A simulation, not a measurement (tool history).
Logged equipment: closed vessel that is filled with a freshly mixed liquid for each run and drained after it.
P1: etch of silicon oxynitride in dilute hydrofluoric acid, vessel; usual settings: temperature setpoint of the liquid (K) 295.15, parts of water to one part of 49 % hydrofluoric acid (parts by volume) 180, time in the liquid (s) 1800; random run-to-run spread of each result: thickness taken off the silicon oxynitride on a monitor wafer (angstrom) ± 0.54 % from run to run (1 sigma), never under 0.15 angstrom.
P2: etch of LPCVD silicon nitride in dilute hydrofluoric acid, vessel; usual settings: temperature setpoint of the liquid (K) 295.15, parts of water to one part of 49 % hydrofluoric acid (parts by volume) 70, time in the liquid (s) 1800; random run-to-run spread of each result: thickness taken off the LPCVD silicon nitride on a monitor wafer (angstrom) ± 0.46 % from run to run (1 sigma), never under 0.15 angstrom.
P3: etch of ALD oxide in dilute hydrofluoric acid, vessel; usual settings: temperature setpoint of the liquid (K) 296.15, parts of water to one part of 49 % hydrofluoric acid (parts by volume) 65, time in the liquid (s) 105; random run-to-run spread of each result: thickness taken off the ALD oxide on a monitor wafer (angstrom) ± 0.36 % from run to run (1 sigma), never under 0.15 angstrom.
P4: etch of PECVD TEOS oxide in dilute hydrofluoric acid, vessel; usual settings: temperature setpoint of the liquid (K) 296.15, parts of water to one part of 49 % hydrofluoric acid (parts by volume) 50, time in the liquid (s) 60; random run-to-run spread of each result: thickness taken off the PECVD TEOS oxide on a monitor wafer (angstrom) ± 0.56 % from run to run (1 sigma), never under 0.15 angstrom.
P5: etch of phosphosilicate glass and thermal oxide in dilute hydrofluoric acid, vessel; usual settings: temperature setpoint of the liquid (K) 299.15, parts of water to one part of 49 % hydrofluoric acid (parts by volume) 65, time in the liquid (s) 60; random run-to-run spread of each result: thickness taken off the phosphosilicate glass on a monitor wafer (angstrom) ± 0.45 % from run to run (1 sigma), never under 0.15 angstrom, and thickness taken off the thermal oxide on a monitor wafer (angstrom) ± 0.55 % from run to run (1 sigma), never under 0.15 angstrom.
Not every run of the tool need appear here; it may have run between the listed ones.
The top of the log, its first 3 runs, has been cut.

| run | hour | process that ran | temperature setpoint of the liquid (K) | parts of water to one part of 49 % hydrofluoric acid (parts by volume) | time in the liquid (s) | thickness taken off the silicon oxynitride on a monitor wafer (angstrom) | thickness taken off the PECVD TEOS oxide on a monitor wafer (angstrom) | thickness taken off the phosphosilicate glass on a monitor wafer (angstrom) | thickness taken off the thermal oxide on a monitor wafer (angstrom) | thickness taken off the ALD oxide on a monitor wafer (angstrom) | thickness taken off the LPCVD silicon nitride on a monitor wafer (angstrom) |
|---|---|---|---|---|---|---|---|---|---|---|---|
| 4 | 39.1 | P1 | 295.15 | 180 | 1800 | 257.29 |  |  |  |  |  |
| 5 | 46.7 | P5 | 299.15 | 65 | 60 |  |  | 2108.9 | 51.323 |  |  |
| 6 | 55.5 | P4 | 296.15 | 50 | 60 |  | 179.81 |  |  |  |  |
| 7 | 68.2 | P5 | 293.15 | 65 | 60 |  |  | 1668 | 40.304 |  |  |
| 8 | 76.4 | P3 | 296.15 | 30 | 105 |  |  |  |  | 528.91 |  |
| 9 | 82.7 | P2 | 295.15 | 70 | 1800 |  |  |  |  |  | 99.777 |
| 10 | 95.3 | P1 | 295.15 | 180 | 1800 | 259.22 |  |  |  |  |  |
| 11 | 103.6 | P3 | 290.15 | 65 | 105 |  |  |  |  | 181.26 |  |
| 12 | 110.7 | P2 | 303.15 | 70 | 1800 |  |  |  |  |  | 169.92 |
| 13 | 123.8 | P5 | 299.15 | 65 | 90 |  |  | 3165.1 | 76.732 |  |  |
| 14 | 131.7 | P1 | 295.15 | 325 | 3485 | 252.94 |  |  |  |  |  |
| 15 | 143 | P1 | 302.65 | 180 | 1800 | 358.44 |  |  |  |  |  |
| 16 | 156.1 | P1 | 295.15 | 180 | 1800 | 258.5 |  |  |  |  |  |
| 17 | 166.4 | P1 | 290.15 | 180 | 3395 | 383.48 |  |  |  |  |  |
| 18 | 175.7 | P1 | 295.15 | 180 | 3390 | 490.06 |  |  |  |  |  |
| 19 | 182.3 | P4 | 296.15 | 50 | 30 |  | 88.439 |  |  |  |  |
| 20 | 190.5 | P1 | 295.15 | 180 | 515 | 73.687 |  |  |  |  |  |
| 21 | 203.3 | P1 | 291.15 | 180 | 1800 | 213.93 |  |  |  |  |  |
| 22 | 209.6 | P1 | 295.15 | 65 | 1800 | 779.3 |  |  |  |  |  |

For run 23, what comes out?
| 23 | 218.1 | P1 | 295.15 | 245 | 1800 | ? |  |  |  |  |  |

thickness taken off the silicon oxynitride on a monitor wafer (angstrom): 182.39
